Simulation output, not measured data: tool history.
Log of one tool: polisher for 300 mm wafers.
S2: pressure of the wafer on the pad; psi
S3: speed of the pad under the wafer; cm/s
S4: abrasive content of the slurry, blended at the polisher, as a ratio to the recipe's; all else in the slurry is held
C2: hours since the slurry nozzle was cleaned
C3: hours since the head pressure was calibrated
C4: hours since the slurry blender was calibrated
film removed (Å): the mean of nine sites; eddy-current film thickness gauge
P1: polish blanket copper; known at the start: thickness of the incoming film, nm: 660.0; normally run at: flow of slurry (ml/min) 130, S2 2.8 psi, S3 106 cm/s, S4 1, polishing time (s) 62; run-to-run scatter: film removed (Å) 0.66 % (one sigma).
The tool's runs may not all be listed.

Run 1, hour 5: flow of slurry (ml/min) 130, S2 2.8 psi, S3 106 cm/s, S4 1, polishing time (s) 62; wafers polished on this pad 988; C2 167.1; C3 188.9; C4 230.5. Result: film removed (Å) 2016.4.
Run 2, hour 9.7: flow of slurry (ml/min) 130, S2 2.8 psi, S3 106 cm/s, S4 1.45, polishing time (s) 62; wafers polished on this pad 1055; C2 171.8; C3 193.6; C4 235.2. Result: film removed (Å) 2207.1.
Run 3, hour 15.5: flow of slurry (ml/min) 80, S2 2.8 psi, S3 106 cm/s, S4 1, polishing time (s) 62; wafers polished on this pad 1137; C2 177.6; C3 199.4; C4 241. Result: film removed (Å) 1766.4.
Run 4, hour 21.4: flow of slurry (ml/min) 130, S2 2.8 psi, S3 106 cm/s, S4 1, polishing time (s) 43; wafers polished on this pad 1221; C2 183.5; C3 205.3; C4 246.9. Result: film removed (Å) 1400.
Run 5, hour 25.5: flow of slurry (ml/min) 130, S2 2.8 psi, S3 106 cm/s, S4 0.65, polishing time (s) 62; wafers polished on this pad 1280; C2 187.6; C3 209.4; C4 251. Result: film removed (Å) 1839.1.
Run 6, hour 28.8: flow of slurry (ml/min) 130, S2 2.8 psi, S3 106 cm/s, S4 1, polishing time (s) 62; wafers polished on this pad 1327; C2 190.9; C3 212.7; C4 254.3. Result: film removed (Å) 2005.3.
Run 7, hour 34.4: flow of slurry (ml/min) 180, S2 2.8 psi, S3 158 cm/s, S4 1, polishing time (s) 62; wafers polished on this pad 1406; C2 196.5; C3 218.3; C4 259.9. Result: film removed (Å) 3187.7.
Run 8, hour 39.7: flow of slurry (ml/min) 175, S2 2.8 psi, S3 106 cm/s, S4 1, polishing time (s) 91; wafers polished on this pad 1482; C2 201.8; C3 223.6; C4 265.2. Result: film removed (Å) 3119.2.
Run 9, hour 44.2: flow of slurry (ml/min) 130, S2 2.8 psi, S3 52 cm/s, S4 1, polishing time (s) 62; wafers polished on this pad 1546; C2 206.3; C3 228.1; C4 269.7. Result: film removed (Å) 986.81.
Run 10, hour 51.4: flow of slurry (ml/min) 130, S2 1.6 psi, S3 106 cm/s, S4 1, polishing time (s) 62; wafers polished on this pad 1648; C2 213.5; C3 235.3; C4 276.9. Result: film removed (Å) 1142.2.
Run 11, hour 57.1: flow of slurry (ml/min) 130, S2 2.8 psi, S3 106 cm/s, S4 1, polishing time (s) 62; wafers polished on this pad 1729; C2 219.2; C3 241; C4 282.6. Result: film removed (Å) 2000.4.
Run 12, hour 61.3: flow of slurry (ml/min) 130, S2 3.9 psi, S3 106 cm/s, S4 1, polishing time (s) 62; wafers polished on this pad 1789; C2 223.4; C3 245.2; C4 286.8. Result: film removed (Å) 2787.9.
Run 13, hour 66.4: flow of slurry (ml/min) 130, S2 2.8 psi, S3 106 cm/s, S4 1, polishing time (s) 62; wafers polished on this pad 1862; C2 228.5; C3 250.3; C4 291.9. Result: film removed (Å) 2022.1.
Run 14, hour 73.9: flow of slurry (ml/min) 130, S2 2.8 psi, S3 106 cm/s, S4 1, polishing time (s) 90; wafers polished on this pad 1968; C2 236; C3 257.8; C4 299.4. Result: film removed (Å) 2898.5.
Run 15, hour 81: flow of slurry (ml/min) 165, S2 2.8 psi, S3 106 cm/s, S4 1, polishing time (s) 62; wafers polished on this pad 2069; C2 243.1; C3 264.9; C4 306.5. Result: film removed (Å) 2115.4.
Run 16, hour 86.7: flow of slurry (ml/min) 130, S2 2.8 psi, S3 164 cm/s, S4 1, polishing time (s) 62; wafers polished on this pad 2151; C2 248.8; C3 270.6; C4 312.2. Result: film removed (Å) 3128.1.
Run 17, hour 91.1: flow of slurry (ml/min) 130, S2 2.8 psi, S3 106 cm/s, S4 1, polishing time (s) 62; wafers polished on this pad 2213; C2 253.2; C3 275; C4 316.6. Result: film removed (Å) 2020.
Run 18, hour 94.9: flow of slurry (ml/min) 130, S2 2.8 psi, S3 106 cm/s, S4 1, polishing time (s) 62; wafers polished on this pad 2267; C2 257; C3 278.8; C4 320.4. Result: film removed (Å) 1934.6.
Run 19, hour 101: flow of slurry (ml/min) 130, S2 2.8 psi, S3 106 cm/s, S4 1, polishing time (s) 62; wafers polished on this pad 2354; C2 263.1; C3 284.9; C4 326.5. Result: film removed (Å) 1897.5.
Run 20, hour 106.1: flow of slurry (ml/min) 130, S2 2.8 psi, S3 106 cm/s, S4 1, polishing time (s) 62; wafers polished on this pad 2427; C2 268.2; C3 290; C4 331.6. Result: film removed (Å) 1846.7.
At hour 106.6: head pressure recalibrated.
At hour 111.8: slurry blender recalibrated.
Run 21, hour 112.8: flow of slurry (ml/min) 130, S2 2.8 psi, S3 106 cm/s, S4 1, polishing time (s) 62; wafers polished on this pad 2522; C2 274.9; C3 6.2; C4 1.1. Result: film removed (Å) 1815.1.
Run 22, hour 116.5: flow of slurry (ml/min) 130, S2 2.8 psi, S3 106 cm/s, S4 1, polishing time (s) 62; wafers polished on this pad 2575; C2 278.6; C3 9.9; C4 4.8. Result: film removed (Å) 1819.7.
Run 23, hour 121.4: flow of slurry (ml/min) 130, S2 2.8 psi, S3 106 cm/s, S4 1, polishing time (s) 62; wafers polished on this pad 2644; C2 283.5; C3 14.8; C4 9.7. Result: film removed (Å) 1800.3.
Run 24, hour 128.5: flow of slurry (ml/min) 130, S2 2.8 psi, S3 106 cm/s, S4 1, polishing time (s) 62; wafers polished on this pad 2745; C2 290.6; C3 21.9; C4 16.8. Result: film removed (Å) 1783.9.

What P1 gives has crept away from where it was. These 2 causes fit the log equally well, each at the size given:
A: removal rate lost through wear of the pad, % = 10.9
B: slurry flow missing at the pad, % = 37.7
The creep began at about hour 91.1.
Why every other cause is out:
head's pressure below its setpoint, %: serviced at hour 106.6, which brought nothing back
abrasive missing from the slurry, %: serviced at hour 111.8, which brought nothing back

4 check runs are offered, each on 5 wafers whose results are averaged, their results left as question marks. Which one tells the causes apart?
Run check 1, hour 135.6: flow of slurry (ml/min) 130, S2 2.8 psi, S3 106 cm/s, S4 0.65, polishing time (s) 62. Result: film removed (Å) ?.
Run check 2, hour 135.6: flow of slurry (ml/min) 105, S2 3.8 psi, S3 106 cm/s, S4 1, polishing time (s) 62. Result: film removed (Å) ?.
Run check 3, hour 135.6: flow of slurry (ml/min) 130, S2 2.8 psi, S3 106 cm/s, S4 0.8, polishing time (s) 62. Result: film removed (Å) ?.
Run check 4, hour 135.6: flow of slurry (ml/min) 130, S2 2.8 psi, S3 56 cm/s, S4 1.45, polishing time (s) 62. Result: film removed (Å) ?.

What each check would give under each cause:
  check            result    if A    if B
check 1  film removed (Å)  1636.7  1636.7
check 2  film removed (Å)  2320.6  2266.6
check 3  film removed (Å)  1708.2  1708.2
check 4  film removed (Å)  1026.2  1026.2
How far apart the two closest causes lie, in the result that separates them most: check 1 0 %; check 2 2.35 %; check 3 0 %; check 4 0 %
Only check 2 tells the causes apart: in the others they would give nearly the same result.

Then check 2 was run and gave: film removed (Å) 2259.5. Which cause is it?

It is B: slurry flow missing at the pad, %.
